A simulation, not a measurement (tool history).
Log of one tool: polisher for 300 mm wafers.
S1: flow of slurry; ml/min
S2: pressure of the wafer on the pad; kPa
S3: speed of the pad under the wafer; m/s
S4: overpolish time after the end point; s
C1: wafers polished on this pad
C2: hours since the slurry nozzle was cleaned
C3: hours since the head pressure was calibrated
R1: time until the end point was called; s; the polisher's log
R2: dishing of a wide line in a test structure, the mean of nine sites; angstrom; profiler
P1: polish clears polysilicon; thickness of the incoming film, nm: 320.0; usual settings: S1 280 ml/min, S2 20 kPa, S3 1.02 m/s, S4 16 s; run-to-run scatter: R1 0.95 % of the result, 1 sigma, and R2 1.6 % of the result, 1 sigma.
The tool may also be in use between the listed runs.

run   hour   S1    S2    S3  S4    C1     C2     C3      R1      R2
  1     12  280    20  1.02  16  1123   62.3  450.6  21.824  584.46
  2   23.3  280   9.7  1.02  16  1291   73.6  461.9  43.962  499.54
  3   34.8  440  29.6  1.02  16  1462   85.1  473.4  13.794  589.95
  4   46.7  365    20  1.02  16  1639     97  485.3  20.787  602.89
  5   58.9  280    20  1.02  16  1820  109.2  497.5  21.506  591.87
  6   66.6  280    20  1.02  16  1935  116.9  505.2  21.818  581.66
  7   79.1  170    20  1.02  16  2121  129.4  517.7  23.127  576.12
  8   88.1  280    20  0.46  16  2254  138.4  526.7  47.877  519.24
  9   98.5  280    20  1.02  16  2409  148.8  537.1  21.522  593.47
 10  108.6  280    20  1.02  16  2559  158.9  547.2  21.481  589.56
 11  120.4  280    20   1.4  16  2735  170.7    559  15.815  580.95
 12  127.5  280    20  1.02  16  2840  177.8  566.1  21.185  587.03
 13  133.8  280  28.3  1.02  16  2934  184.1  572.4  15.192  599.32
 14    143  280    20  1.02   7  3071  193.3  581.6  21.419  499.52
 15  152.8  280    20  1.02  27  3217  203.1  591.4  21.479  592.09
 16  163.5  280    20  1.02  16  3376  213.8  602.1  21.382  602.46
 17  172.7  280    20  1.02  16  3513    223  611.3  21.998  597.89
 18  179.6  280    20  1.02  16  3615  229.9  618.2  22.336   585.4
 19  191.3  280    20  1.02  16  3789  241.6  629.9  22.716  589.52
 20  197.6  280    20  1.02  16  3883  247.9  636.2  22.803  572.26
     201.6  -- head pressure recalibrated
 21  204.6  280    20  1.02  16  3987  254.9    3.1  22.514  589.88
 22  212.4  280    20  1.02  16  4103  262.7   10.9  22.609     567
 23  224.5  280    20  1.02  16  4283  274.8     23  22.769  577.19
 24  234.9  280    20  1.02  16  4438  285.2   33.4  22.902   566.4
 25  246.3  280    20  1.02  16  4607  296.6   44.8  22.775  594.29

What P1 gives has crept away from where it was. These 2 causes fit the log equally well, each at the size given:
A: removal rate lost through wear of the pad, % = 5.75
B: slurry flow missing at the pad, % = 38.6
The creep began at about hour 163.5.
Why every other cause is out:
head's pressure below its setpoint, %: serviced at hour 201.6, which brought nothing back

4 check runs are offered, each on 5 wafers whose results are averaged, their results left as question marks. Which one tells the causes apart?
check 1  257.7  280  20  0.66  16               ?   ?
check 2  257.7  280  20   1.3  16               ?   ?
check 3  257.7  280  20  1.36  16               ?   ?
check 4  257.7  170  20  0.76  16               ?   ?

What each check would give under each cause:
  check  result    if A    if B
check 1      R1  35.227   35.23
check 1      R2  547.08  547.07
check 2      R1  17.885  17.886
check 2      R2  592.91  592.91
check 3      R1  17.096  17.097
check 3      R2  593.84  593.83
check 4      R1  32.516  33.677
check 4      R2  556.47   552.5
How far apart the two closest causes lie, in the result that separates them most: check 1 0.01 %; check 2 0.01 %; check 3 0.01 %; check 4 3.51 %
Only check 4 tells the causes apart: in the others they would give nearly the same result.

Then check 4 was run and gave: R1 32.555 s; R2 558.19 angstrom. Which cause is it?

It is A: removal rate lost through wear of the pad, %.
